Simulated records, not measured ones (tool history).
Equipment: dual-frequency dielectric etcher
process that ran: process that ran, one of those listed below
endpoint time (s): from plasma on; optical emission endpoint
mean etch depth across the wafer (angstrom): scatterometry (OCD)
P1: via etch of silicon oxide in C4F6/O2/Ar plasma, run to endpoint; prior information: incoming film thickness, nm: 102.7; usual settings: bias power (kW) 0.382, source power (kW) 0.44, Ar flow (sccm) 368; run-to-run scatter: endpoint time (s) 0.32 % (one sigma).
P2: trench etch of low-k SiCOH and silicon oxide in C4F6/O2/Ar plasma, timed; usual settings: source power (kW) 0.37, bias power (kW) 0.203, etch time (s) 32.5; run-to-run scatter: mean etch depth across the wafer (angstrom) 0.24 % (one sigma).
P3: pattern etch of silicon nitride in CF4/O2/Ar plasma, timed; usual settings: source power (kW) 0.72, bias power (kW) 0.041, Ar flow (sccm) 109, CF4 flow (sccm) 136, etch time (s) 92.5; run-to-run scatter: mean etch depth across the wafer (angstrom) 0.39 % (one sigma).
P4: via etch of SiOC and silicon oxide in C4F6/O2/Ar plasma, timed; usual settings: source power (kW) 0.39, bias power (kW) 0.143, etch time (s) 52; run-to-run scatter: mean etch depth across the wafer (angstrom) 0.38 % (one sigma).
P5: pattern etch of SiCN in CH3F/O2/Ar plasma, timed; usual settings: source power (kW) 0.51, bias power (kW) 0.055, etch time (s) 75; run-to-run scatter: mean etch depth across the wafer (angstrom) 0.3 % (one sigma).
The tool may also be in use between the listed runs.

run	day	process that ran	bias power (kW)	source power (kW)	Ar flow (sccm)	etch time (s)	CF4 flow (sccm)	endpoint time (s)	mean etch depth across the wafer (angstrom)
1	0.175	P1	0.382	0.44	368			23.916	
2	0.383	P5	0.055	0.33		75			237.26
3	0.546	P1	0.382	0.44	368			24.033	
4	0.658	P2	0.203	0.37		18			558.88
5	0.9	P3	0.058	0.72	109	92.5	136		2627.3
6	1.121	P1	0.382	0.29	368			27.963	
7	1.262	P5	0.055	0.51		75			279.59
8	1.383	P4	0.143	0.39		64			666.36
9	1.525	P4	0.177	0.39		52			576.85
10	1.717	P5	0.055	0.51		75			279.84
11	1.958	P5	0.075	0.51		75			310.36
12	2.121	P3	0.041	0.72	109	92.5	82		2159.7
# day 2.188: bias power generator calibrated
13	2.275	P2	0.203	0.22		32.5			826.65
14	2.458	P3	0.041	0.72	109	92.5	136		2317.8
15	2.588	P1	0.528	0.56	368			19.541	
16	2.742	P3	0.041	0.72	109	63.5	136		1586.4
17	2.9	P1	0.247	0.44	368			27.728	
18	3.067	P1	0.234	0.44	456			29.089	
19	3.208	P2	0.203	0.37		32.5			1011.3
20	3.425	P1	0.382	0.44	468			24.568	
21	3.662	P3	0.041	0.72	150	92.5	136		2213.2
22	3.846	P4	0.143	0.39		52			538.93
23	4.029	P3	0.041	0.99	109	92.5	136		3075.7
24	4.279	P2	0.288	0.37		32.5			1134.7
25	4.438	P1	0.382	0.44	368			23.916	
26	4.604	P4	0.143	0.3		52			487.97
27	4.779	P1	0.527	0.44	368			21.26	
28	4.896	P2	0.203	0.37		32.5			1012.4
29	5.108	P1	0.382	0.44	368			23.961	
30	5.329	P1	0.382	0.44	290			23.363	
31	5.479	P1	0.382	0.55	368			21.962	
32	5.671	P5	0.055	0.51		107			400.27
33	5.9	P1	0.382	0.44	368			23.933	
34	6.083	P1	0.382	0.44	368			23.995	
35	6.229	P1	0.382	0.44	368			24.168	
36	6.392	P1	0.382	0.44	368			24.17	
# day 6.546: wet clean of the chamber
37	6.546	P1	0.382	0.44	368			24.236	
38	6.696	P1	0.382	0.44	368			24.337	
39	6.858	P1	0.382	0.44	368			24.198	

Forecast run 40:
40	7.083	P1	0.382	0.44	368			?	

endpoint time (s): 24.15
